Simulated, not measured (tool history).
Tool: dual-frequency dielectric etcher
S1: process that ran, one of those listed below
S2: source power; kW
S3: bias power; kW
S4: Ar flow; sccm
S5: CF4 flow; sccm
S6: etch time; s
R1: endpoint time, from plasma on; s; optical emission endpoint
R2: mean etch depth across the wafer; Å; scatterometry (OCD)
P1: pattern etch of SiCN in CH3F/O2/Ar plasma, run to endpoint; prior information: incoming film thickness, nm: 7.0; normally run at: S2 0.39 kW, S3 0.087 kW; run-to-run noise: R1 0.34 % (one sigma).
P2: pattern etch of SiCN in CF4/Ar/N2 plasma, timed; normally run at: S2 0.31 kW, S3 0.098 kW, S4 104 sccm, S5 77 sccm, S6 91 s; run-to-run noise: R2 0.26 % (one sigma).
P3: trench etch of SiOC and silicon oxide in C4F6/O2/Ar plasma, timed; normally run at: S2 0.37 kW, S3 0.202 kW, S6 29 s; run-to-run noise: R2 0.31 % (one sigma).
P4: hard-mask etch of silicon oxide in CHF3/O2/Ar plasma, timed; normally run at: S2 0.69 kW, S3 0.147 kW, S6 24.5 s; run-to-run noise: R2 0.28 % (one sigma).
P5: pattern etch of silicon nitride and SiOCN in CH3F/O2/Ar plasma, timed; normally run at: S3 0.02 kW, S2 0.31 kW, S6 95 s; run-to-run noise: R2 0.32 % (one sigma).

run	hour	S1	S2	S3	S4	S5	S6	R1	R2
1	14.1	P1	0.39	0.087				16.944	
2	23	P1	0.39	0.087				16.857	
3	37.4	P2	0.31	0.098	79	77	91		673.75
4	49.5	P4	0.97	0.147			24.5		547.18
5	59.5	P2	0.37	0.098	104	77	91		759.04
6	76.2	P2	0.31	0.098	104	77	91		651.46
7	94	P1	0.39	0.087				16.889	
8	102.9	P3	0.49	0.202			29		644.55
9	111.9	P5	0.31	0.015			95		100.2
10	126.8	P4	0.69	0.147			34.5		674.35
11	137.8	P3	0.37	0.138			29		516.64
12	153.8	P1	0.39	0.058				19.609	
13	172.2	P1	0.3	0.087				18.635	
14	185.2	P5	0.31	0.02			95		114.09
15	198.3	P1	0.39	0.087				16.965	
16	213	P1	0.39	0.115				15.208	
17	225.2	P2	0.31	0.069	104	77	91		572.16
18	233.7	P2	0.31	0.098	104	55	91		621.79
19	244	P1	0.39	0.087				16.824	
20	259.5	P2	0.31	0.098	104	77	52		371.6
21	271.8	P5	0.31	0.02			95		114.66

Run 22 has not been measured yet. What should we expect?
22	282.4	P1	0.48	0.087				?	

Run 22 yielded R1 15.644 s.
